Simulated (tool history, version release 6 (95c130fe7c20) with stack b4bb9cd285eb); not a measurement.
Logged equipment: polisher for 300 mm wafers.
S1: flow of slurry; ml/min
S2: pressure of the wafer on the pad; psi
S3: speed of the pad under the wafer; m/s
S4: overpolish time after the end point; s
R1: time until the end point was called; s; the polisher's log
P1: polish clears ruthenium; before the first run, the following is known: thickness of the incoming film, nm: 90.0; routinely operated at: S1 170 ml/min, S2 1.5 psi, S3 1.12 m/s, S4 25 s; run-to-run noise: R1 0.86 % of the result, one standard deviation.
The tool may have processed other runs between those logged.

run,hour,S1,S2,S3,S4,R1
1,8.0,170,1.5,1.12,25,106.070
2,16.3,170,1.5,1.70,25,69.096
3,25.4,270,1.5,1.12,25,100.530
4,32.2,170,0.8,1.68,25,133.060
5,37.7,170,0.9,1.12,25,176.560
6,42.2,170,1.5,1.12,25,107.250
7,48.4,100,1.5,1.12,25,117.250
8,56.0,170,1.5,1.12,25,106.490
9,64.9,170,1.5,0.70,25,167.960
10,71.1,170,1.5,1.12,25,106.530
11,76.1,170,2.2,1.12,25,71.780
12,85.1,170,1.5,1.12,48,105.190
13,93.5,170,1.5,1.12,8,105.090
14,98.3,170,1.5,1.12,25,106.470
15,105.7,170,1.5,1.12,25,108.790
16,114.3,170,1.5,1.12,25,107.930
# hour 119.4: head pressure recalibrated
17,120.7,170,1.5,1.12,25,110.580
18,125.0,170,1.5,1.12,25,111.410
19,131.3,170,1.5,1.12,25,111.750
20,138.1,170,1.5,1.12,25,112.480
21,142.2,170,1.5,1.12,25,111.340
22,148.7,170,1.5,1.12,25,112.670
23,157.5,170,1.5,1.12,25,113.140

P1 has crept away from where it was. The log is fitted equally well by each of these 2 causes, at the sizes shown:
A: slurry flow missing at the pad, % = 28.9
B: removal rate lost through wear of the pad, % = 5.92
The creep began at about hour 98.3.
Every other cause this tool's parts could produce, and why it does not fit the log:
head's pressure below its setpoint, %: work on it at hour 119.4, done after the drift set in, did not restore what the process gave before

Which of the 4 check runs listed below, each an average over 3 wafers with its results shown as question marks, gives clearly different results under the different listed causes?
check 1,166.3,100,1.5,1.62,25,?
check 2,166.3,170,2.2,1.12,46,?
check 3,166.3,170,1.5,0.78,48,?
check 4,166.3,170,1.5,1.68,25,?

Check results expected under each cause:
check,result,if A,if B
check 1,R1,89.515,86.261
check 2,R1,76.659,76.652
check 3,R1,161.440,161.430
check 4,R1,74.956,74.949
How far apart the two closest causes lie, in the result that separates them most: check 1 3.7 %; check 2 0.01 %; check 3 0.01 %; check 4 0.01 %
Check 1 is the one run that separates the causes; every other check would come out nearly the same whichever cause is at work.

Check 1 was then run and gave: R1 86.293 s. Which cause is it?

The cause is B: removal rate lost through wear of the pad, %.

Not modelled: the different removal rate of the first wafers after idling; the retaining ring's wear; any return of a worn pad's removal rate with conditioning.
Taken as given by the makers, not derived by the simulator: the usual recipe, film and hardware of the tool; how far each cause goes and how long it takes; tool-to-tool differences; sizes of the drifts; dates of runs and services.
